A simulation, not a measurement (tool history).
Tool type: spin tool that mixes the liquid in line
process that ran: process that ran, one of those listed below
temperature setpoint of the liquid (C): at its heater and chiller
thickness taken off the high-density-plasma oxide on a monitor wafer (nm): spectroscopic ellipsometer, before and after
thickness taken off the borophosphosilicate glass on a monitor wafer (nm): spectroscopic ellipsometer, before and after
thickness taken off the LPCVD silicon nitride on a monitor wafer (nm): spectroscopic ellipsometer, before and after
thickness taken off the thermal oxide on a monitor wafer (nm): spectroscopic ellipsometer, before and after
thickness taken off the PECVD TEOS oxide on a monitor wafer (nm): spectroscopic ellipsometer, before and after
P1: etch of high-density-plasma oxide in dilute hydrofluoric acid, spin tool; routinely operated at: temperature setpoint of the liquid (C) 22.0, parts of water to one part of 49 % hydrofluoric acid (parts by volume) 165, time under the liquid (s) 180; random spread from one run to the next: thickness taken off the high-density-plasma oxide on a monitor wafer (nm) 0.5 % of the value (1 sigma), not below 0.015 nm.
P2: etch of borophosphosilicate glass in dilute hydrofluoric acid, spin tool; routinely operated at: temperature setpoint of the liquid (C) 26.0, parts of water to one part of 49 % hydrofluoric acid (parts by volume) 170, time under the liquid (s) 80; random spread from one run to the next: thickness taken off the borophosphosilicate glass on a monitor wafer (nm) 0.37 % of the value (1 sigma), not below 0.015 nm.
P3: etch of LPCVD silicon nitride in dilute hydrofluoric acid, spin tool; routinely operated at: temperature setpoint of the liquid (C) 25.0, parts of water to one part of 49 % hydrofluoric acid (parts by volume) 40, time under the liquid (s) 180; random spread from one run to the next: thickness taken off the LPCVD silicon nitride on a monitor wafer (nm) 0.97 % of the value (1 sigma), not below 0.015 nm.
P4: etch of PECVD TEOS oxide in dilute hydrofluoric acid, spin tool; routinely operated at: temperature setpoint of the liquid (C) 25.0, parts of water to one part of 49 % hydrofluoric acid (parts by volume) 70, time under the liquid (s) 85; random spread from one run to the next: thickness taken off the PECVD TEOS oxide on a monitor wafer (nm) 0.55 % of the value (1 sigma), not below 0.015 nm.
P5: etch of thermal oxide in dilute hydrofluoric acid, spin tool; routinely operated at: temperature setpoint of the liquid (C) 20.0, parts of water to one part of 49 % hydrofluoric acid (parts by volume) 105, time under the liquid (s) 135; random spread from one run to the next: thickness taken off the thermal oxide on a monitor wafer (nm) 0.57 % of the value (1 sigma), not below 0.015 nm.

| run | hour | process that ran | temperature setpoint of the liquid (C) | parts of water to one part of 49 % hydrofluoric acid (parts by volume) | time under the liquid (s) | hours since the thermometer was replaced | hours since the hydrofluoric acid flow meter was replaced | thickness taken off the high-density-plasma oxide on a monitor wafer (nm) | thickness taken off the borophosphosilicate glass on a monitor wafer (nm) | thickness taken off the LPCVD silicon nitride on a monitor wafer (nm) | thickness taken off the thermal oxide on a monitor wafer (nm) | thickness taken off the PECVD TEOS oxide on a monitor wafer (nm) |
|---|---|---|---|---|---|---|---|---|---|---|---|---|
| 1 | 6.3 | P1 | 22.0 | 165 | 180 | 820.9 | 1268.6 | 7.30810 |  |  |  |  |
| 2 | 12.4 | P2 | 26.0 | 170 | 80 | 827.0 | 1274.7 |  | 24.285 |  |  |  |
| 3 | 19.8 | P3 | 25.0 | 40 | 355 | 834.4 | 1282.1 |  |  | 4.5021 |  |  |
| 4 | 24.5 | P5 | 20.0 | 50 | 135 | 839.1 | 1286.8 |  |  |  | 12.3910 |  |
| 5 | 30.6 | P1 | 22.0 | 105 | 180 | 845.2 | 1292.9 | 12.33900 |  |  |  |  |
| 6 | 35.1 | P1 | 22.0 | 165 | 180 | 849.7 | 1297.4 | 7.37210 |  |  |  |  |
| 7 | 41.3 | P3 | 25.0 | 40 | 180 | 855.9 | 1303.6 |  |  | 2.3058 |  |  |
| 8 | 45.8 | P1 | 22.0 | 260 | 275 | 860.4 | 1308.1 | 6.39430 |  |  |  |  |
| 9 | 53.9 | P1 | 18.0 | 165 | 180 | 868.5 | 1316.2 | 6.26740 |  |  |  |  |
| 10 | 58.4 | P4 | 25.0 | 115 | 85 | 873.0 | 1320.7 |  |  |  |  | 20.680 |
| 11 | 64.1 | P3 | 29.5 | 40 | 180 | 878.7 | 1326.4 |  |  | 3.0861 |  |  |
| 12 | 72.3 | P4 | 31.0 | 70 | 85 | 886.9 | 1334.6 |  |  |  |  | 45.716 |
| 13 | 80.0 | P1 | 22.0 | 290 | 180 | 894.6 | 1342.3 | 3.65800 |  |  |  |  |
| 14 | 86.3 | P2 | 26.0 | 110 | 80 | 900.9 | 1348.6 |  | 40.104 |  |  |  |
|  | 90.8 | thermometer replaced |
| 15 | 92.3 | P1 | 22.0 | 165 | 180 | 1.6 | 1354.6 | 7.30480 |  |  |  |  |
| 16 | 97.9 | P3 | 25.0 | 75 | 180 | 7.2 | 1360.2 |  |  | 1.2267 |  |  |
| 17 | 105.7 | P3 | 25.0 | 40 | 180 | 15.0 | 1368.0 |  |  | 2.3373 |  |  |
| 18 | 110.6 | P4 | 25.0 | 70 | 85 | 19.9 | 1372.9 |  |  |  |  | 36.021 |
| 19 | 115.8 | P1 | 22.0 | 165 | 180 | 25.1 | 1378.1 | 7.34710 |  |  |  |  |
| 20 | 120.4 | P1 | 22.0 | 165 | 310 | 29.7 | 1382.7 | 12.69000 |  |  |  |  |
| 21 | 126.9 | P1 | 22.0 | 165 | 65 | 36.2 | 1389.2 | 2.66140 |  |  |  |  |
| 22 | 132.7 | P5 | 27.5 | 105 | 135 | 42.0 | 1395.0 |  |  |  | 7.4573 |  |
| 23 | 136.6 | P5 | 20.0 | 105 | 255 | 45.9 | 1398.9 |  |  |  | 10.4510 |  |
| 24 | 141.8 | P1 | 26.0 | 285 | 180 | 51.1 | 1404.1 | 4.30230 |  |  |  |  |
| 25 | 146.3 | P2 | 26.0 | 170 | 35 | 55.6 | 1408.6 |  | 10.640 |  |  |  |
| 26 | 154.9 | P4 | 25.0 | 70 | 160 | 64.2 | 1417.2 |  |  |  |  | 66.989 |
| 27 | 162.5 | P5 | 20.0 | 105 | 135 | 71.8 | 1424.8 |  |  |  | 5.5187 |  |
| 28 | 167.0 | P4 | 25.0 | 70 | 85 | 76.3 | 1429.3 |  |  |  |  | 35.889 |
| 29 | 170.9 | P5 | 20.0 | 105 | 135 | 80.2 | 1433.2 |  |  |  | 5.5212 |  |
| 30 | 177.2 | P1 | 26.0 | 165 | 15 | 86.5 | 1439.5 | 0.72753 |  |  |  |  |
| 31 | 181.8 | P2 | 26.0 | 170 | 80 | 91.1 | 1444.1 |  | 24.215 |  |  |  |
| 32 | 187.0 | P1 | 22.0 | 165 | 180 | 96.3 | 1449.3 | 7.36040 |  |  |  |  |
| 33 | 191.1 | P1 | 29.5 | 165 | 180 | 100.4 | 1453.4 | 9.73000 |  |  |  |  |
| 34 | 199.8 | P2 | 19.5 | 170 | 80 | 109.1 | 1462.1 |  | 18.935 |  |  |  |
| 35 | 206.7 | P1 | 22.0 | 165 | 180 | 116.0 | 1469.0 | 7.37960 |  |  |  |  |
| 36 | 212.2 | P1 | 22.0 | 165 | 180 | 121.5 | 1474.5 | 7.51370 |  |  |  |  |
| 37 | 218.6 | P1 | 22.0 | 165 | 180 | 127.9 | 1480.9 | 7.67820 |  |  |  |  |
| 38 | 224.7 | P1 | 22.0 | 165 | 180 | 134.0 | 1487.0 | 7.70630 |  |  |  |  |
| 39 | 229.7 | P1 | 22.0 | 165 | 180 | 139.0 | 1492.0 | 7.71870 |  |  |  |  |
| 40 | 235.2 | P1 | 22.0 | 165 | 180 | 144.5 | 1497.5 | 7.76580 |  |  |  |  |
| 41 | 242.8 | P1 | 22.0 | 165 | 180 | 152.1 | 1505.1 | 7.78040 |  |  |  |  |

P1 no longer gives what it gave before; its output has crept away from where it was. The following 2 causes, each at its listed size, fit the log equally well:
A: liquid hotter than its thermometer reads (K) = 1.44
B: hydrofluoric acid flow above the setpoint (%) = 4.8
The drift started at roughly hour 206.7.

Below are 4 check runs, each averaged over 3 wafers, with their results shown as question marks. Which of them would give clearly different results depending on which cause is behind the drift?
| check 1 | 250.4 | P2 | 20.0 | 170 | 80 |  |  |  | ? |  |  |  |
| check 2 | 250.4 | P3 | 28.5 | 40 | 355 |  |  |  |  | ? |  |  |
| check 3 | 250.4 | P4 | 25.0 | 90 | 135 |  |  |  |  |  |  | ? |
| check 4 | 250.4 | P5 | 24.0 | 70 | 135 |  |  |  |  |  | ? |  |

What every check run would give for each of its results, assuming each possible cause in turn:
| check | result | if A | if B |
|---|---|---|---|
| check 1 | thickness taken off the borophosphosilicate glass on a monitor wafer (nm) | 20.408 | 20.381 |
| check 2 | thickness taken off the LPCVD silicon nitride on a monitor wafer (nm) | 6.3085 | 6.0125 |
| check 3 | thickness taken off the PECVD TEOS oxide on a monitor wafer (nm) | 45.844 | 45.640 |
| check 4 | thickness taken off the thermal oxide on a monitor wafer (nm) | 10.8080 | 10.7340 |
Per-check spread between the two closest causes, in the result where they differ most: check 1 0.13 %; check 2 4.81 %; check 3 0.45 %; check 4 0.69 %
Only check 2 tells the causes apart: in the others they would give nearly the same result.

With check 2 done, the readings were: thickness taken off the LPCVD silicon nitride on a monitor wafer (nm) 6.0299. Identify which of the listed causes applies.

The correct cause is B, namely: hydrofluoric acid flow above the setpoint (%).
